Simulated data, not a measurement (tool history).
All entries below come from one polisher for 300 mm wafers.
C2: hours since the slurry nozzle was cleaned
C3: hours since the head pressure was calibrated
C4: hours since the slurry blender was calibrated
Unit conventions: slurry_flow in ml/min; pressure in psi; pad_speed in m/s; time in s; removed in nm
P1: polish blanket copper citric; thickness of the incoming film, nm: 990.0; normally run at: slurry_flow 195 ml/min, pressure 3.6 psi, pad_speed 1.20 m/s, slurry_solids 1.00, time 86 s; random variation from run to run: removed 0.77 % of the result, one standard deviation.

Run 1, hour 5.6: slurry_flow 195 ml/min, pressure 3.6 psi, pad_speed 1.20 m/s, slurry_solids 1.00, time 86 s; wafers polished on this pad 553; C2 552.3; C3 107.0; C4 161.6. Result: removed 311.51 nm.
Run 2, hour 11.6: slurry_flow 195 ml/min, pressure 5.7 psi, pad_speed 1.20 m/s, slurry_solids 1.00, time 86 s; wafers polished on this pad 600; C2 558.3; C3 113.0; C4 167.6. Result: removed 495.83 nm.
Run 3, hour 19.6: slurry_flow 195 ml/min, pressure 3.6 psi, pad_speed 1.20 m/s, slurry_solids 1.30, time 86 s; wafers polished on this pad 663; C2 566.3; C3 121.0; C4 175.6. Result: removed 329.53 nm.
Run 4, hour 29.0: slurry_flow 115 ml/min, pressure 3.6 psi, pad_speed 1.20 m/s, slurry_solids 1.00, time 86 s; wafers polished on this pad 737; C2 575.7; C3 130.4; C4 185.0. Result: removed 288.26 nm.
Run 5, hour 37.0: slurry_flow 195 ml/min, pressure 3.6 psi, pad_speed 1.20 m/s, slurry_solids 1.00, time 53 s; wafers polished on this pad 799; C2 583.7; C3 138.4; C4 193.0. Result: removed 189.80 nm.
Run 6, hour 43.9: slurry_flow 195 ml/min, pressure 3.6 psi, pad_speed 1.20 m/s, slurry_solids 1.00, time 86 s; wafers polished on this pad 853; C2 590.6; C3 145.3; C4 199.9. Result: removed 313.71 nm.
At hour 47.6: slurry nozzle cleaned.
Run 7, hour 54.3: slurry_flow 195 ml/min, pressure 2.0 psi, pad_speed 1.20 m/s, slurry_solids 1.00, time 86 s; wafers polished on this pad 935; C2 6.7; C3 155.7; C4 210.3. Result: removed 175.99 nm.
Run 8, hour 62.1: slurry_flow 195 ml/min, pressure 3.6 psi, pad_speed 0.58 m/s, slurry_solids 1.00, time 86 s; wafers polished on this pad 996; C2 14.5; C3 163.5; C4 218.1. Result: removed 155.17 nm.
Run 9, hour 70.3: slurry_flow 195 ml/min, pressure 3.6 psi, pad_speed 1.20 m/s, slurry_solids 0.55, time 86 s; wafers polished on this pad 1061; C2 22.7; C3 171.7; C4 226.3. Result: removed 276.29 nm.
Run 10, hour 80.5: slurry_flow 195 ml/min, pressure 3.6 psi, pad_speed 1.20 m/s, slurry_solids 1.00, time 130 s; wafers polished on this pad 1141; C2 32.9; C3 181.9; C4 236.5. Result: removed 471.83 nm.
Run 11, hour 89.3: slurry_flow 115 ml/min, pressure 2.6 psi, pad_speed 1.20 m/s, slurry_solids 1.00, time 86 s; wafers polished on this pad 1210; C2 41.7; C3 190.7; C4 245.3. Result: removed 209.56 nm.
Run 12, hour 96.5: slurry_flow 130 ml/min, pressure 5.2 psi, pad_speed 1.20 m/s, slurry_solids 1.00, time 86 s; wafers polished on this pad 1266; C2 48.9; C3 197.9; C4 252.5. Result: removed 417.63 nm.
Run 13, hour 102.8: slurry_flow 195 ml/min, pressure 3.6 psi, pad_speed 1.20 m/s, slurry_solids 1.00, time 86 s; wafers polished on this pad 1316; C2 55.2; C3 204.2; C4 258.8. Result: removed 312.29 nm.
Run 14, hour 107.8: slurry_flow 195 ml/min, pressure 3.6 psi, pad_speed 1.70 m/s, slurry_solids 1.00, time 86 s; wafers polished on this pad 1355; C2 60.2; C3 209.2; C4 263.8. Result: removed 436.78 nm.
Run 15, hour 115.0: slurry_flow 260 ml/min, pressure 3.6 psi, pad_speed 1.20 m/s, slurry_solids 1.00, time 86 s; wafers polished on this pad 1412; C2 67.4; C3 216.4; C4 271.0. Result: removed 321.85 nm.
Run 16, hour 119.9: slurry_flow 195 ml/min, pressure 3.6 psi, pad_speed 1.20 m/s, slurry_solids 1.00, time 86 s; wafers polished on this pad 1450; C2 72.3; C3 221.3; C4 275.9. Result: removed 315.70 nm.
Run 17, hour 124.6: slurry_flow 195 ml/min, pressure 3.6 psi, pad_speed 1.20 m/s, slurry_solids 1.00, time 86 s; wafers polished on this pad 1487; C2 77.0; C3 226.0; C4 280.6. Result: removed 314.36 nm.
Run 18, hour 132.4: slurry_flow 195 ml/min, pressure 3.6 psi, pad_speed 1.20 m/s, slurry_solids 1.00, time 86 s; wafers polished on this pad 1548; C2 84.8; C3 233.8; C4 288.4. Result: removed 310.05 nm.
Run 19, hour 137.6: slurry_flow 195 ml/min, pressure 3.6 psi, pad_speed 1.20 m/s, slurry_solids 1.00, time 86 s; wafers polished on this pad 1589; C2 90.0; C3 239.0; C4 293.6. Result: removed 303.87 nm.
Run 20, hour 146.3: slurry_flow 195 ml/min, pressure 3.6 psi, pad_speed 1.20 m/s, slurry_solids 1.00, time 86 s; wafers polished on this pad 1657; C2 98.7; C3 247.7; C4 302.3. Result: removed 302.39 nm.
At hour 154.4: head pressure recalibrated.
Run 21, hour 154.4: slurry_flow 195 ml/min, pressure 3.6 psi, pad_speed 1.20 m/s, slurry_solids 1.00, time 86 s; wafers polished on this pad 1721; C2 106.8; C3 0.0; C4 310.4. Result: removed 300.03 nm.
Run 22, hour 162.0: slurry_flow 195 ml/min, pressure 3.6 psi, pad_speed 1.20 m/s, slurry_solids 1.00, time 86 s; wafers polished on this pad 1780; C2 114.4; C3 7.6; C4 318.0. Result: removed 292.89 nm.
At hour 169.5: slurry blender recalibrated.
Run 23, hour 171.9: slurry_flow 195 ml/min, pressure 3.6 psi, pad_speed 1.20 m/s, slurry_solids 1.00, time 86 s; wafers polished on this pad 1858; C2 124.3; C3 17.5; C4 2.5. Result: removed 291.27 nm.
Run 24, hour 182.3: slurry_flow 195 ml/min, pressure 3.6 psi, pad_speed 1.20 m/s, slurry_solids 1.00, time 86 s; wafers polished on this pad 1940; C2 134.7; C3 27.9; C4 12.9. Result: removed 293.82 nm.

What P1 gives has crept off from where it sat before. The 2 causes that follow fit the log equally well, each at the size noted:
A: removal rate lost through wear of the pad, % = 6.4
B: slurry flow missing at the pad, % = 33.3
The gradual shift began around hour 132.4.
What rules out each remaining cause:
head's pressure below its setpoint, %: its service at hour 154.4 followed the start of the drift and did not put the process back to its old value
abrasive missing from the slurry, %: its service at hour 169.5 followed the start of the drift and did not put the process back to its old value

You are offered 4 check runs, listed below with question marks in place of their results; each one averages 2 wafers. Which run separates the listed causes by giving clearly different results for each?
Run check 1, hour 192.7: slurry_flow 195 ml/min, pressure 3.6 psi, pad_speed 0.68 m/s, slurry_solids 1.00, time 86 s. Result: removed ?.
Run check 2, hour 192.7: slurry_flow 195 ml/min, pressure 3.6 psi, pad_speed 1.58 m/s, slurry_solids 1.00, time 66 s. Result: removed ?.
Run check 3, hour 192.7: slurry_flow 115 ml/min, pressure 3.6 psi, pad_speed 0.82 m/s, slurry_solids 1.00, time 86 s. Result: removed ?.
Run check 4, hour 192.7: slurry_flow 195 ml/min, pressure 3.6 psi, pad_speed 1.48 m/s, slurry_solids 1.00, time 86 s. Result: removed ?.

Check results expected under each cause:
  check   result    if A    if B
check 1  removed  167.98  167.97
check 2  removed  294.54  294.52
check 3  removed  183.89  176.62
check 4  removed  359.82  359.79
Per check, the gap between the least separated pair of causes, taken in the result that splits them most: check 1 0.01 %; check 2 0.01 %; check 3 4.03 %; check 4 0.01 %
Only check 3 tells the causes apart: in the others they would give nearly the same result.

Check 3 was then run and gave: removed 184.35 nm. Which cause is it?

The cause is A: removal rate lost through wear of the pad, %.

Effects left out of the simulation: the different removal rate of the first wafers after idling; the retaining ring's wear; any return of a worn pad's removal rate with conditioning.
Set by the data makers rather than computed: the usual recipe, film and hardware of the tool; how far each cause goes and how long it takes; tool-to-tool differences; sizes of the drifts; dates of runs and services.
